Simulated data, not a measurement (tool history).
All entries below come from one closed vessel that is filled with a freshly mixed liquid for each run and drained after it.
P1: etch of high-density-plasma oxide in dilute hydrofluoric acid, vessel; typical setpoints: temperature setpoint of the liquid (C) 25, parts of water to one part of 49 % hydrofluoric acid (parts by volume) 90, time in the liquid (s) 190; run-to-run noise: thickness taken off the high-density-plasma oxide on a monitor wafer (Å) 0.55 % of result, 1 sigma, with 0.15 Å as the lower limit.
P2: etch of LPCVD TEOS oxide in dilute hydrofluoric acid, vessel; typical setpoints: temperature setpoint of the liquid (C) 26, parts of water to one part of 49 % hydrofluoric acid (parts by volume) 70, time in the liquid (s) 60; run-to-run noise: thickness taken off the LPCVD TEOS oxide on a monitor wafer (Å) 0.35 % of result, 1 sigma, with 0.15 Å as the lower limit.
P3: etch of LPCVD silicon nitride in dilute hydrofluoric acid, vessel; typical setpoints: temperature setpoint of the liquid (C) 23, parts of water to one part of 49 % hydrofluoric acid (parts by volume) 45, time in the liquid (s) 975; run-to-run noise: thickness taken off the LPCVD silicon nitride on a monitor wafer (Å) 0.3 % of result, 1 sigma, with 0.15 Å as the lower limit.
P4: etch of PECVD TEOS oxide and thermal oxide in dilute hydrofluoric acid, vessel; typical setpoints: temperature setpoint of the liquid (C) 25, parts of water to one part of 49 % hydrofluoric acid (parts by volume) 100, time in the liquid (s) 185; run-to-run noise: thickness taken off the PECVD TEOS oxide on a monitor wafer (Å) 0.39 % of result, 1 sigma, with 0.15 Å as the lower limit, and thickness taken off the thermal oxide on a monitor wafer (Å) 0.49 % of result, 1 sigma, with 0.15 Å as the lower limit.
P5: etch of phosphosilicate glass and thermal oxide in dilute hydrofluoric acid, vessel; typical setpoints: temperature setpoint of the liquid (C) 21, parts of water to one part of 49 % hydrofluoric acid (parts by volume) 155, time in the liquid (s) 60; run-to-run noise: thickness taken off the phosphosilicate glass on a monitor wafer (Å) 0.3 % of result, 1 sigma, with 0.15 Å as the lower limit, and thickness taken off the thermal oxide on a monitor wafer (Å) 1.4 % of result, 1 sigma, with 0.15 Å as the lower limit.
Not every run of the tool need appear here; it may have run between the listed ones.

run   hour  process that ran  temperature setpoint of the liquid (C)  parts of water to one part of 49 % hydrofluoric acid (parts by volume)  time in the liquid (s)  hours since the thermometer was replaced  hours since the hydrofluoric acid flow meter was replaced  thickness taken off the high-density-plasma oxide on a monitor wafer (Å)  thickness taken off the LPCVD silicon nitride on a monitor wafer (Å)  thickness taken off the PECVD TEOS oxide on a monitor wafer (Å)  thickness taken off the thermal oxide on a monitor wafer (Å)  thickness taken off the phosphosilicate glass on a monitor wafer (Å)  thickness taken off the LPCVD TEOS oxide on a monitor wafer (Å)
  1    7.4                P1                                      25                                                                      90                     190                                     354.6                                                      738.8                                                                    110.52
  2   16.7                P1                                      25                                                                      50                     190                                     363.9                                                      748.1                                                                       212
      24.2  -- thermometer replaced
  3   26.7                P3                                      28                                                                      45                     975                                       2.5                                                      758.1                                                                                                                                           136.2
  4   35.2                P4                                      19                                                                     100                     185                                        11                                                      766.6                                                                                                                                                                                                           201.15                                                        71.594
  5     40                P1                                      25                                                                     160                      30                                      15.8                                                      771.4                                                                    9.1497
  6   47.4                P1                                    18.5                                                                      90                     190                                      23.2                                                      778.8                                                                    84.722
  7     53                P1                                      25                                                                      90                     295                                      28.8                                                      784.4                                                                    172.59
  8   59.6                P5                                      25                                                                     155                      60                                      35.4                                                        791                                                                                                                                                                                                                                                                         17.171                                                                590.37
  9   67.9                P1                                      25                                                                      90                     190                                      43.7                                                      799.3                                                                     112.1
 10   77.5                P1                                      25                                                                      90                     190                                      53.3                                                      808.9                                                                     110.7
 11   84.5                P2                                      26                                                                      20                      60                                      60.3                                                      815.9                                                                                                                                                                                                                                                                                                                                                                                                                1645.1
 12   92.1                P1                                    32.5                                                                      90                     190                                      67.9                                                      823.5                                                                    148.07
 13   99.6                P1                                      25                                                                      90                     190                                      75.4                                                        831                                                                    111.29
 14  109.1                P3                                      23                                                                      45                    1565                                      84.9                                                      840.5                                                                                                                                          156.89
 15  117.8                P1                                      25                                                                      90                      30                                      93.6                                                      849.2                                                                    17.254
     119.9  -- hydrofluoric acid flow meter replaced
 16  122.2                P5                                      21                                                                      70                      60                                        98                                                        2.3                                                                                                                                                                                                                                                                         37.171                                                                1230.6
 17  128.9                P1                                      25                                                                      90                     190                                     104.7                                                          9                                                                    110.68
 18    137                P4                                      25                                                                     100                     315                                     112.8                                                       17.1                                                                                                                                                                                                           434.01                                                        153.63
 19  141.5                P1                                      25                                                                     125                     190                                     117.3                                                       21.6                                                                     76.74
 20  146.9                P5                                      21                                                                     155                      60                                     122.7                                                         27                                                                                                                                                                                                                                                                         15.433                                                                507.72
 21  151.4                P1                                      25                                                                     160                     295                                     127.2                                                       31.5                                                                    88.779
 22  155.9                P4                                      25                                                                      25                     185                                     131.7                                                         36                                                                                                                                                                                                           1120.9                                                         400.9
 23  164.4                P5                                      21                                                                     155                      30                                     140.2                                                       44.5                                                                                                                                                                                                                                                                          7.748                                                                255.84
 24  169.6                P2                                      26                                                                      70                      30                                     145.4                                                       49.7                                                                                                                                                                                                                                                                                                                                                                                                                218.04
 25    174                P2                                    21.5                                                                      70                      60                                     149.8                                                       54.1                                                                                                                                                                                                                                                                                                                                                                                                                363.14
 26  181.6                P3                                      23                                                                      60                     975                                     157.4                                                       61.7                                                                                                                                          73.446
 27  186.2                P1                                      25                                                                      90                     190                                       162                                                       66.3                                                                    110.93
 28    195                P4                                      25                                                                     100                     185                                     170.8                                                       75.1                                                                                                                                                                                                            253.8                                                        90.453
 29    201                P3                                      23                                                                      45                     975                                     176.8                                                       81.1                                                                                                                                            98.1
 30  210.8                P3                                      23                                                                      45                     975                                     186.6                                                       90.9                                                                                                                                          97.543
 31  215.9                P5                                      21                                                                     155                      60                                     191.7                                                         96                                                                                                                                                                                                                                                                         14.879                                                                508.84
 32  225.8                P2                                      26                                                                      70                      60                                     201.6                                                      105.9                                                                                                                                                                                                                                                                                                                                                                                                                434.75

For run 33, what comes out?
 33  230.8                P1                                      25                                                                     160                     270                                     206.6                                                      110.9                                                                         ?

Run 33 came out at thickness taken off the high-density-plasma oxide on a monitor wafer (Å) 81.35.
